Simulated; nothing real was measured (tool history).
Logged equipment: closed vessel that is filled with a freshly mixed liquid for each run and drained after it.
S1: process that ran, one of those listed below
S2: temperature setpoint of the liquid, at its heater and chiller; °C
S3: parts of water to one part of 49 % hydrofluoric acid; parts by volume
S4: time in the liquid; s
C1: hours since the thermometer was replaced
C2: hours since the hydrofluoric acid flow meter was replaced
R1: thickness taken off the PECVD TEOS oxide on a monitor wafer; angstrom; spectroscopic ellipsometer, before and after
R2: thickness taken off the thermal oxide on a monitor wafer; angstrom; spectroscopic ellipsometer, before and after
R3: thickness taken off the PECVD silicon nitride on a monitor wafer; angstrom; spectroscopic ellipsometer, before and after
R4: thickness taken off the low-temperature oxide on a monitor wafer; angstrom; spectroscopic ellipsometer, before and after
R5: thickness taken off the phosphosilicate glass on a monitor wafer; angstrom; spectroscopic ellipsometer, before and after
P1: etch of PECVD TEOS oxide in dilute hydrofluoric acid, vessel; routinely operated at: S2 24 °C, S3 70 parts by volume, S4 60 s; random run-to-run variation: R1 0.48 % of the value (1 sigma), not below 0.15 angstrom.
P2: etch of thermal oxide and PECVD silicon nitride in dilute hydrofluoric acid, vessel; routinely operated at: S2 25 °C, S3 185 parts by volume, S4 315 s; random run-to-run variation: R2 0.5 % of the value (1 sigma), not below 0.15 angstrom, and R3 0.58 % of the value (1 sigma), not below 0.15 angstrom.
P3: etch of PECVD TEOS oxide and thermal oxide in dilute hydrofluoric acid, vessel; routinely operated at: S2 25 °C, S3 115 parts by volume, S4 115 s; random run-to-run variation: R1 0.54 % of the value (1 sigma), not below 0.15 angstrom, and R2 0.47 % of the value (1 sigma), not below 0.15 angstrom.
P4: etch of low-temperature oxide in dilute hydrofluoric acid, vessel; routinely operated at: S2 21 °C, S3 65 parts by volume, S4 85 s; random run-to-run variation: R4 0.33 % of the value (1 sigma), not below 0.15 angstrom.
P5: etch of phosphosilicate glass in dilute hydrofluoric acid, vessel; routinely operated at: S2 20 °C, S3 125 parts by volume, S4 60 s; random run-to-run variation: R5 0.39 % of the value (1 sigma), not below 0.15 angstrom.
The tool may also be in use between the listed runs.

run   hour  S1    S2   S3   S4      C1     C2      R1      R2      R3      R4      R5
  1    4.8  P1    24   70   60  1297.8  132.9  255.11
  2    8.6  P1  18.5   70   60  1301.6  136.7  202.43
  3   12.2  P3  18.5  115  115  1305.2  140.3  95.889  36.154
  4   16.6  P1    18   70  115  1309.6  144.7  378.48
  5   19.6  P2    25  295  315  1312.6  147.7          42.077  27.175
  6   23.4  P1    24   70  100  1316.4  151.5   426.3
  7   27.2  P2    25  185  315  1320.2  155.3          74.543  43.416
  8   31.1  P1    24  100   60  1324.1  159.2  171.15
  9   33.9  P1    24   70   60  1326.9    162  254.61
 10   38.5  P4    21   65   40  1331.5  166.6                          206.76
 11   41.3  P2    25  185  315  1334.3  169.4          74.462  43.207
 12   45.8  P3    25   50  115  1338.8  173.9  314.32  115.95
 13   50.1  P4    21   65   85  1343.1  178.2                          439.92
 14   52.4  P2    20  185  315  1345.4  180.5          62.243  31.444
 15   54.6  P1    29   70   60  1347.6  182.7  312.12
 16   58.5  P3    25  115  115  1351.5  186.6  126.32  46.417
 17   63.2  P1    24   70   60  1356.2  191.3  254.95
 18   65.4  P4    21   90   85  1358.4  193.5                          307.77
 19   67.9  P4  29.5   65   85  1360.9    196                          619.27
 20   71.5  P5    20  125   60  1364.5  199.6                                  306.55
 21   75.1  P1  29.5   70   35  1368.1  203.2   185.6
 22   77.6  P5    17  125   60  1370.6  205.7                                  269.13
 23   81.3  P1    31  125   60  1374.3  209.4   172.9
 24   84.4  P1    24   70   60  1377.4  212.5  253.32
 25   88.5  P5    20  125  105  1381.5  216.6                                  534.02
 26   91.3  P1    24   25   60  1384.3  219.4  757.15
 27   94.5  P5    20  190   60  1387.5  222.6                                   187.2
 28   97.6  P2    25  185  515  1390.6  225.7          122.93  71.059
 29    100  P3    25  115  200    1393  228.1  217.48  81.405
 30  102.6  P1    24   70   30  1395.6  230.7  126.94
 31  106.1  P1    24   70   60  1399.1  234.2  253.46
 32  108.3  P1    24   70   60  1401.3  236.4  260.06
 33  111.9  P1    24   70   60  1404.9    240   265.9
 34    116  P1    24   70   60    1409  244.1  271.29
 35  120.4  P1    24   70   60  1413.4  248.5  273.31
 36  123.8  P1    24   70   60  1416.8  251.9  274.08
 37    126  P1    24   70   60    1419  254.1  272.96
 38  128.9  P1    24   70   60  1421.9    257  276.62
 39  132.8  P1    24   70   60  1425.8  260.9  277.42
 40  137.5  P1    24   70   60  1430.5  265.6  273.48

What P1 gives has crept off from where it sat before. The 2 causes that follow fit the log equally well, each at the size noted:
A: hydrofluoric acid flow above the setpoint (%) = 7.65
B: liquid hotter than its thermometer reads (K) = 2
Creep in the process output first set in at about hour 106.1.

Below are 4 check runs, each on a single wafer, with their results shown as question marks. Which of them would tell the listed causes apart, meaning the causes would give clearly different results under it?
check 1  142.2  P2  25  185  315               ?   ?
check 2  142.2  P3  25  115  115           ?   ?
check 3  142.2  P4  21   65   85                       ?
check 4  142.2  P5  20  125   60                           ?

Predicted outcomes, by check and by cause:
  check  result    if A    if B
check 1      R2   81.63  80.374
check 1      R3  46.851  49.332
check 2      R1  136.04  135.11
check 2      R2  50.734  50.386
check 3      R4  475.57  477.18
check 4      R5   332.4  331.33
Per check, the gap between the least separated pair of causes, taken in the result that splits them most: check 1 5.16 %; check 2 0.69 %; check 3 0.34 %; check 4 0.32 %
Of the check runs offered, only check 1 discriminates between the causes; the rest would read about the same regardless of which cause applies.

With check 1 done, the readings were: R2 81.972 angstrom; R3 46.996 angstrom. Identify which of the listed causes applies.

A is the cause: hydrofluoric acid flow above the setpoint (%).
